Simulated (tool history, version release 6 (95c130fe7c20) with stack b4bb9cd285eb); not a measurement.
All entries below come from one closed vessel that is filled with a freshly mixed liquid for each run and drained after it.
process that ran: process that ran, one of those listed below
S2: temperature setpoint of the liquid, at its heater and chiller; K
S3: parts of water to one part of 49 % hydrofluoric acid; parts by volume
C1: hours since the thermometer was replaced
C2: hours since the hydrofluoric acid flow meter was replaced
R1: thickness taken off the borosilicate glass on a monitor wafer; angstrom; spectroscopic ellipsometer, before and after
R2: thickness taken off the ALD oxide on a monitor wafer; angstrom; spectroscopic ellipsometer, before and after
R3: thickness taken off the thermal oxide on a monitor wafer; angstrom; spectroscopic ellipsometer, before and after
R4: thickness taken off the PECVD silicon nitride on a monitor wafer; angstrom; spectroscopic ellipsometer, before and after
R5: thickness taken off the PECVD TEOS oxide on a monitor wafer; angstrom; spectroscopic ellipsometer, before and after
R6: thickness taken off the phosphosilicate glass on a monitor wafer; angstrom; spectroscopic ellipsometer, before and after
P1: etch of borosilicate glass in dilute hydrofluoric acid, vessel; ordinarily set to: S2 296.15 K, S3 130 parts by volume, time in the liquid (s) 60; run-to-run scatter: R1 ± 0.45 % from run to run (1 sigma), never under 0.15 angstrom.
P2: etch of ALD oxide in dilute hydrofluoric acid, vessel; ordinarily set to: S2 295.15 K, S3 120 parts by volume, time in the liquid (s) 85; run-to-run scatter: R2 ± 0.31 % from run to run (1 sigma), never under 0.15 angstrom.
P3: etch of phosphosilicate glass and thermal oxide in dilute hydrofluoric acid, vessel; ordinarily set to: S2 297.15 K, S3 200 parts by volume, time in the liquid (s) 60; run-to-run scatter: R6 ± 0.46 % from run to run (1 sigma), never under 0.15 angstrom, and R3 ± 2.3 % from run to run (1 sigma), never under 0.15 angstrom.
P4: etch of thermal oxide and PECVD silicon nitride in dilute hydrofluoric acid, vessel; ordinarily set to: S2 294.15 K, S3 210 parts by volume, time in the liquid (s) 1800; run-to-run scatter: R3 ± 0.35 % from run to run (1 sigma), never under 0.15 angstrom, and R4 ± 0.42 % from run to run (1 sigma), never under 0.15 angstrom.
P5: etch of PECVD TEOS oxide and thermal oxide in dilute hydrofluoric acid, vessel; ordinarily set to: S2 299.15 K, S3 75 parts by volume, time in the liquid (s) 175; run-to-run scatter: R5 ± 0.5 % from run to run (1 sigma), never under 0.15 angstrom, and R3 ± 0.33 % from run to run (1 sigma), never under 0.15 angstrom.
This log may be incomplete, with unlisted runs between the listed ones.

run 1 hour=5.7 | process_that_ran=P1 S2=296.15 S3=130 time_in_the_liquid_(s)=60 | C1=873.0 C2=1456.0 | R1=142.250
run 2 hour=11.9 | process_that_ran=P1 S2=292.15 S3=130 time_in_the_liquid_(s)=60 | C1=879.2 C2=1462.2 | R1=121.520
run 3 hour=18.0 | process_that_ran=P2 S2=295.15 S3=120 time_in_the_liquid_(s)=85 | C1=885.3 C2=1468.3 | R2=95.414
run 4 hour=20.8 | process_that_ran=P4 S2=294.15 S3=210 time_in_the_liquid_(s)=1800 | C1=888.1 C2=1471.1 | R3=317.8500 R4=394.36
run 5 hour=25.3 | process_that_ran=P2 S2=295.15 S3=50 time_in_the_liquid_(s)=85 | C1=892.6 C2=1475.6 | R2=250.020
run 6 hour=28.7 | process_that_ran=P1 S2=300.15 S3=130 time_in_the_liquid_(s)=60 | C1=896.0 C2=1479.0 | R1=166.990
run 7 hour=33.5 | process_that_ran=P4 S2=300.15 S3=210 time_in_the_liquid_(s)=1800 | C1=900.8 C2=1483.8 | R3=396.8600 R4=570.48
run 8 hour=36.3 | process_that_ran=P1 S2=296.15 S3=225 time_in_the_liquid_(s)=60 | C1=903.6 C2=1486.6 | R1=74.544
run 9 hour=39.7 | process_that_ran=P1 S2=296.15 S3=130 time_in_the_liquid_(s)=30 | C1=907.0 C2=1490.0 | R1=71.141
run 10 hour=45.9 | process_that_ran=P4 S2=294.15 S3=210 time_in_the_liquid_(s)=3420 | C1=913.2 C2=1496.2 | R3=606.9800 R4=746.27
run 11 hour=50.6 | process_that_ran=P1 S2=296.15 S3=130 time_in_the_liquid_(s)=110 | C1=917.9 C2=1500.9 | R1=260.530
run 12 hour=54.3 | process_that_ran=P1 S2=296.15 S3=130 time_in_the_liquid_(s)=60 | C1=921.6 C2=1504.6 | R1=143.440
run 13 hour=58.1 | process_that_ran=P2 S2=303.15 S3=120 time_in_the_liquid_(s)=85 | C1=925.4 C2=1508.4 | R2=129.900
run 14 hour=62.0 | process_that_ran=P1 S2=296.15 S3=130 time_in_the_liquid_(s)=60 | C1=929.3 C2=1512.3 | R1=143.260
run 15 hour=68.0 | process_that_ran=P4 S2=294.15 S3=335 time_in_the_liquid_(s)=1800 | C1=935.3 C2=1518.3 | R3=176.9400 R4=248.84
run 16 hour=70.7 | process_that_ran=P5 S2=299.15 S3=75 time_in_the_liquid_(s)=175 | C1=938.0 C2=1521.0 | R3=114.8800 R5=487.31
-- hour=72.5 thermometer replaced
run 17 hour=74.3 | process_that_ran=P3 S2=297.15 S3=100 time_in_the_liquid_(s)=60 | C1=1.8 C2=1524.6 | R3=27.4840 R6=711.39
run 18 hour=80.0 | process_that_ran=P5 S2=307.15 S3=75 time_in_the_liquid_(s)=175 | C1=7.5 C2=1530.3 | R3=156.1300 R5=661.33
run 19 hour=85.5 | process_that_ran=P2 S2=295.15 S3=120 time_in_the_liquid_(s)=30 | C1=13.0 C2=1535.8 | R2=33.658
run 20 hour=89.6 | process_that_ran=P5 S2=299.15 S3=75 time_in_the_liquid_(s)=340 | C1=17.1 C2=1539.9 | R3=223.0600 R5=940.28
run 21 hour=92.3 | process_that_ran=P1 S2=296.15 S3=65 time_in_the_liquid_(s)=60 | C1=19.8 C2=1542.6 | R1=306.860
run 22 hour=97.3 | process_that_ran=P1 S2=302.15 S3=80 time_in_the_liquid_(s)=60 | C1=24.8 C2=1547.6 | R1=312.070
run 23 hour=102.3 | process_that_ran=P1 S2=300.65 S3=130 time_in_the_liquid_(s)=30 | C1=29.8 C2=1552.6 | R1=84.849
run 24 hour=108.2 | process_that_ran=P5 S2=299.15 S3=30 time_in_the_liquid_(s)=175 | C1=35.7 C2=1558.5 | R3=306.4200 R5=1280.20
run 25 hour=113.7 | process_that_ran=P1 S2=296.15 S3=130 time_in_the_liquid_(s)=60 | C1=41.2 C2=1564.0 | R1=144.360
run 26 hour=118.9 | process_that_ran=P3 S2=291.65 S3=200 time_in_the_liquid_(s)=60 | C1=46.4 C2=1569.2 | R3=9.5924 R6=256.55
run 27 hour=122.3 | process_that_ran=P3 S2=297.15 S3=200 time_in_the_liquid_(s)=110 | C1=49.8 C2=1572.6 | R3=21.7750 R6=578.72
run 28 hour=127.9 | process_that_ran=P3 S2=297.15 S3=200 time_in_the_liquid_(s)=60 | C1=55.4 C2=1578.2 | R3=12.3190 R6=317.93
run 29 hour=131.4 | process_that_ran=P1 S2=296.15 S3=130 time_in_the_liquid_(s)=60 | C1=58.9 C2=1581.7 | R1=142.960
run 30 hour=135.1 | process_that_ran=P1 S2=296.15 S3=130 time_in_the_liquid_(s)=60 | C1=62.6 C2=1585.4 | R1=140.290
run 31 hour=139.8 | process_that_ran=P1 S2=296.15 S3=130 time_in_the_liquid_(s)=60 | C1=67.3 C2=1590.1 | R1=137.120
run 32 hour=144.1 | process_that_ran=P1 S2=296.15 S3=130 time_in_the_liquid_(s)=60 | C1=71.6 C2=1594.4 | R1=135.520
run 33 hour=148.3 | process_that_ran=P1 S2=296.15 S3=130 time_in_the_liquid_(s)=60 | C1=75.8 C2=1598.6 | R1=134.510
run 34 hour=151.4 | process_that_ran=P1 S2=296.15 S3=130 time_in_the_liquid_(s)=60 | C1=78.9 C2=1601.7 | R1=135.200
run 35 hour=156.8 | process_that_ran=P1 S2=296.15 S3=130 time_in_the_liquid_(s)=60 | C1=84.3 C2=1607.1 | R1=133.940
run 36 hour=161.3 | process_that_ran=P1 S2=296.15 S3=130 time_in_the_liquid_(s)=60 | C1=88.8 C2=1611.6 | R1=133.000

Forecast run 37:
run 37 hour=167.2 | process_that_ran=P1 S2=296.15 S3=130 time_in_the_liquid_(s)=60 | C1=94.7 C2=1617.5 | R1=?

Logged for run 37: R1 133.180 angstrom.

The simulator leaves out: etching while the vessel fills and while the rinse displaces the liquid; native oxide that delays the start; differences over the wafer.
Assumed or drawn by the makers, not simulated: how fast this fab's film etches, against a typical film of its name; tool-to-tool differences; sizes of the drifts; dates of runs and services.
